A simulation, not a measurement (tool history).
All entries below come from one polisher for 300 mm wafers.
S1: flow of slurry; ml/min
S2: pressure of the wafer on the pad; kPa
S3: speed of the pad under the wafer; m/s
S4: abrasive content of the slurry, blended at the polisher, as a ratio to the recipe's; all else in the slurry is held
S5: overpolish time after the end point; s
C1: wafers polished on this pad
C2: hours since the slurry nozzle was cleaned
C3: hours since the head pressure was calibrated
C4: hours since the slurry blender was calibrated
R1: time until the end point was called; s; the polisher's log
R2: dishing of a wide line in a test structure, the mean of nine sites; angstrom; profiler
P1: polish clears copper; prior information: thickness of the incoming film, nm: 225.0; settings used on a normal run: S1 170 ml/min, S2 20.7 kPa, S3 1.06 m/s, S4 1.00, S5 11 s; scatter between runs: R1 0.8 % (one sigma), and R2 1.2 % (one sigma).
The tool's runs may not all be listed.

| run | hour | S1 | S2 | S3 | S4 | S5 | C1 | C2 | C3 | C4 | R1 | R2 |
|---|---|---|---|---|---|---|---|---|---|---|---|---|
| 1 | 13.4 | 170 | 20.7 | 1.06 | 1.00 | 11 | 977 | 188.1 | 369.2 | 263.6 | 78.581 | 241.500 |
| 2 | 25.6 | 170 | 20.7 | 1.58 | 1.00 | 11 | 1123 | 200.3 | 381.4 | 275.8 | 51.844 | 341.320 |
| 3 | 40.9 | 170 | 20.7 | 1.06 | 1.00 | 3 | 1306 | 215.6 | 396.7 | 291.1 | 78.696 | 72.301 |
| 4 | 50.6 | 170 | 20.7 | 1.06 | 1.00 | 11 | 1422 | 225.3 | 406.4 | 300.8 | 77.622 | 246.450 |
| 5 | 65.7 | 170 | 15.9 | 0.48 | 1.00 | 11 | 1602 | 240.4 | 421.5 | 315.9 | 223.010 | 90.000 |
| 6 | 81.4 | 170 | 20.7 | 1.06 | 1.00 | 11 | 1790 | 256.1 | 437.2 | 331.6 | 77.461 | 240.480 |
| 7 | 92.5 | 170 | 20.7 | 1.06 | 1.00 | 11 | 1922 | 267.2 | 448.3 | 342.7 | 77.826 | 241.300 |
| 8 | 105.0 | 170 | 30.3 | 1.06 | 1.00 | 11 | 2072 | 279.7 | 460.8 | 355.2 | 53.603 | 343.300 |
| 9 | 118.8 | 170 | 20.7 | 1.06 | 1.45 | 11 | 2236 | 293.5 | 474.6 | 369.0 | 73.383 | 259.650 |
| 10 | 130.2 | 170 | 20.7 | 1.06 | 0.70 | 11 | 2373 | 304.9 | 486.0 | 380.4 | 82.810 | 220.090 |
| 11 | 140.0 | 110 | 20.7 | 1.06 | 1.00 | 11 | 2490 | 314.7 | 495.8 | 390.2 | 84.790 | 230.050 |
| 12 | 156.4 | 265 | 20.7 | 1.06 | 1.00 | 11 | 2686 | 331.1 | 512.2 | 406.6 | 73.679 | 253.390 |
| 13 | 172.9 | 170 | 20.7 | 0.56 | 1.00 | 11 | 2883 | 347.6 | 528.7 | 423.1 | 149.190 | 135.850 |
| 14 | 184.4 | 170 | 20.7 | 1.06 | 1.00 | 11 | 3020 | 359.1 | 540.2 | 434.6 | 77.976 | 239.460 |
| 15 | 192.3 | 170 | 11.0 | 1.06 | 1.00 | 11 | 3115 | 367.0 | 548.1 | 442.5 | 147.840 | 134.340 |
|  | 195.5 | head pressure recalibrated |
| 16 | 209.7 | 170 | 20.7 | 1.06 | 1.00 | 22 | 3323 | 384.4 | 14.3 | 459.9 | 79.017 | 434.260 |
| 17 | 224.9 | 170 | 20.7 | 1.06 | 1.00 | 11 | 3504 | 399.6 | 29.5 | 475.1 | 78.501 | 246.780 |
| 18 | 242.3 | 170 | 20.7 | 1.06 | 1.00 | 11 | 3712 | 417.0 | 46.9 | 492.5 | 79.769 | 234.060 |
| 19 | 252.4 | 170 | 20.7 | 1.06 | 1.00 | 11 | 3833 | 427.1 | 57.0 | 502.6 | 81.171 | 236.950 |
| 20 | 263.6 | 170 | 20.7 | 1.06 | 1.00 | 11 | 3967 | 438.3 | 68.2 | 513.8 | 83.231 | 235.820 |
| 21 | 278.5 | 170 | 20.7 | 1.06 | 1.00 | 11 | 4145 | 453.2 | 83.1 | 528.7 | 83.731 | 229.050 |
|  | 283.3 | head pressure recalibrated |
| 22 | 287.3 | 170 | 20.7 | 1.06 | 1.00 | 11 | 4250 | 462.0 | 4.1 | 537.5 | 81.769 | 230.130 |
| 23 | 295.6 | 170 | 20.7 | 1.06 | 1.00 | 11 | 4349 | 470.3 | 12.4 | 545.8 | 82.918 | 226.880 |
|  | 300.5 | worn pad replaced by a new one |
| 24 | 310.0 | 170 | 20.7 | 1.06 | 1.00 | 11 | 113 | 484.7 | 26.8 | 560.2 | 82.709 | 228.200 |
| 25 | 319.3 | 170 | 20.7 | 1.06 | 1.00 | 11 | 225 | 494.0 | 36.1 | 569.5 | 84.525 | 221.400 |
| 26 | 335.4 | 170 | 20.7 | 1.06 | 1.00 | 11 | 417 | 510.1 | 52.2 | 585.6 | 85.097 | 224.330 |
| 27 | 349.2 | 170 | 20.7 | 1.06 | 1.00 | 11 | 582 | 523.9 | 66.0 | 599.4 | 83.674 | 226.050 |
| 28 | 358.4 | 170 | 20.7 | 1.06 | 1.00 | 11 | 692 | 533.1 | 75.2 | 608.6 | 84.289 | 222.220 |

P1 has crept away from where it was. The log is fitted equally well by each of these 2 causes, at the sizes shown:
A: abrasive missing from the slurry, % = 33.4
B: slurry flow missing at the pad, % = 36
At approximately hour 224.9, the process output began to creep.
Other possible causes, and why each is ruled out:
removal rate lost through wear of the pad, %: work on it at hour 300.5, done after the drift set in, did not restore what the process gave before
head's pressure below its setpoint, %: work on it at hour 283.3, done after the drift set in, did not restore what the process gave before

The 4 check runs listed below each average the results of 5 wafers, and their outcomes are marked with question marks. Under which run would the listed causes produce clearly different results?
| check 1 | 367.6 | 170 | 26.2 | 0.58 | 1.00 | 11 |  |  |  |  | ? | ? |
| check 2 | 367.6 | 260 | 20.7 | 1.06 | 1.20 | 11 |  |  |  |  | ? | ? |
| check 3 | 367.6 | 170 | 15.9 | 1.06 | 1.25 | 11 |  |  |  |  | ? | ? |
| check 4 | 367.6 | 170 | 20.7 | 1.06 | 1.25 | 15 |  |  |  |  | ? | ? |

If the cause were each of the candidates in turn, the checks would give the following:
| check | result | if A | if B |
|---|---|---|---|
| check 1 | R1 | 122.410 | 122.400 |
| check 1 | R2 | 160.580 | 160.590 |
| check 2 | R1 | 77.426 | 75.162 |
| check 2 | R2 | 242.830 | 249.320 |
| check 3 | R1 | 105.680 | 105.420 |
| check 3 | R2 | 182.050 | 182.450 |
| check 4 | R1 | 81.018 | 80.824 |
| check 4 | R2 | 306.190 | 306.820 |
Smallest distance between any two causes, each pair judged by its most separating result, in per cent: check 1 0.01 %; check 2 2.97 %; check 3 0.24 %; check 4 0.24 %
Check 2 is the one run that separates the causes; every other check would come out nearly the same whichever cause is at work.

Check 2 has now been run. It gave: R1 74.940 s; R2 252.390 angstrom. Which of the candidate causes is it?

B is the cause: slurry flow missing at the pad, %.
